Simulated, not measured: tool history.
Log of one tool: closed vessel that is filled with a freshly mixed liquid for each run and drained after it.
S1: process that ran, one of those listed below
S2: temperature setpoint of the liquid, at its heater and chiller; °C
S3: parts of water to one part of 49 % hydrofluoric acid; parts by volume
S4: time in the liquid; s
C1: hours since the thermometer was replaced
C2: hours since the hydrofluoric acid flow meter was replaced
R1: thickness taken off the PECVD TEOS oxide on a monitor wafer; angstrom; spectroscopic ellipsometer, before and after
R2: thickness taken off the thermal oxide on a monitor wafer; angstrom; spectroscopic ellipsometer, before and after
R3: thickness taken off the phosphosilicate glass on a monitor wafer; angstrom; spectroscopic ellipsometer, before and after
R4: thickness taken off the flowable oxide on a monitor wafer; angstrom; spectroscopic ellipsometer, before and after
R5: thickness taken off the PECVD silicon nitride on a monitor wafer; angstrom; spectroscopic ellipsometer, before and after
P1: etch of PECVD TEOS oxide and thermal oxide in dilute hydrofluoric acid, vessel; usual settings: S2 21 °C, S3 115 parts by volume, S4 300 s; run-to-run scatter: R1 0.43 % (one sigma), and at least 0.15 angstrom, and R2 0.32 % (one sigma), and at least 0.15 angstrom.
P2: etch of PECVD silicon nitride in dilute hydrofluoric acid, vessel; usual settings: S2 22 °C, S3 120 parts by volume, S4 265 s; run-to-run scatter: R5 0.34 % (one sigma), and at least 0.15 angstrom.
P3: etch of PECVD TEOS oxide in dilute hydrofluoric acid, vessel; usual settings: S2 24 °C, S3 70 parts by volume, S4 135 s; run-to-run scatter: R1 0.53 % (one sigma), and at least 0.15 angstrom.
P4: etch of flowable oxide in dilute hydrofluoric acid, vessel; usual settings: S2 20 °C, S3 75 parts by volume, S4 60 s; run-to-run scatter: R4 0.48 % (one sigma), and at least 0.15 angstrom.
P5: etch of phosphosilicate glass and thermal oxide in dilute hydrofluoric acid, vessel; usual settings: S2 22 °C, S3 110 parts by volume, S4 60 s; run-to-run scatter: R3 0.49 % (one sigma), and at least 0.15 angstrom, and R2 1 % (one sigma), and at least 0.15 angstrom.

run 1 hour=9.2 | S1=P1 S2=21 S3=115 S4=300 | C1=215.1 C2=641.9 | R1=542.72 R2=106.170
run 2 hour=19.3 | S1=P1 S2=21 S3=115 S4=300 | C1=225.2 C2=652.0 | R1=537.71 R2=106.690
run 3 hour=29.9 | S1=P1 S2=17 S3=115 S4=300 | C1=235.8 C2=662.6 | R1=458.81 R2=90.531
run 4 hour=42.6 | S1=P5 S2=22 S3=40 S4=60 | C1=248.5 C2=675.3 | R2=70.911 R3=2960.40
run 5 hour=54.9 | S1=P3 S2=19 S3=70 S4=135 | C1=260.8 C2=687.6 | R1=202.16
run 6 hour=68.2 | S1=P1 S2=21 S3=55 S4=300 | C1=274.1 C2=700.9 | R1=1200.30 R2=239.420
run 7 hour=75.6 | S1=P1 S2=26 S3=115 S4=150 | C1=281.5 C2=708.3 | R1=327.63 R2=65.055
run 8 hour=87.7 | S1=P3 S2=24 S3=100 S4=135 | C1=293.6 C2=720.4 | R1=165.60
run 9 hour=95.9 | S1=P3 S2=24 S3=70 S4=135 | C1=301.8 C2=728.6 | R1=248.64
run 10 hour=108.6 | S1=P4 S2=20 S3=105 S4=60 | C1=314.5 C2=741.3 | R4=201.08
run 11 hour=122.4 | S1=P2 S2=30 S3=120 S4=265 | C1=328.3 C2=755.1 | R5=109.390
run 12 hour=133.7 | S1=P5 S2=22 S3=110 S4=60 | C1=339.6 C2=766.4 | R2=23.474 R3=993.09
run 13 hour=141.6 | S1=P3 S2=24 S3=70 S4=215 | C1=347.5 C2=774.3 | R1=394.54
run 14 hour=154.0 | S1=P1 S2=21 S3=115 S4=300 | C1=359.9 C2=786.7 | R1=541.70 R2=106.990
run 15 hour=167.1 | S1=P2 S2=22 S3=60 S4=265 | C1=373.0 C2=799.8 | R5=130.060
run 16 hour=178.2 | S1=P5 S2=22 S3=110 S4=60 | C1=384.1 C2=810.9 | R2=23.924 R3=1000.80
run 17 hour=191.1 | S1=P1 S2=21 S3=115 S4=300 | C1=397.0 C2=823.8 | R1=537.91 R2=107.040
run 18 hour=201.1 | S1=P5 S2=22 S3=110 S4=30 | C1=407.0 C2=833.8 | R2=11.894 R3=491.67
run 19 hour=213.2 | S1=P4 S2=17 S3=75 S4=60 | C1=419.1 C2=845.9 | R4=255.63
run 20 hour=223.1 | S1=P2 S2=22 S3=120 S4=105 | C1=429.0 C2=855.8 | R5=26.053
run 21 hour=230.3 | S1=P4 S2=20 S3=75 S4=90 | C1=436.2 C2=863.0 | R4=441.18

The next listed run, before its measurement:
run 22 hour=240.2 | S1=P1 S2=21 S3=115 S4=595 | C1=446.1 C2=872.9 | R1=? R2=?

R1: 1072.30 angstrom
R2: 210.820 angstrom
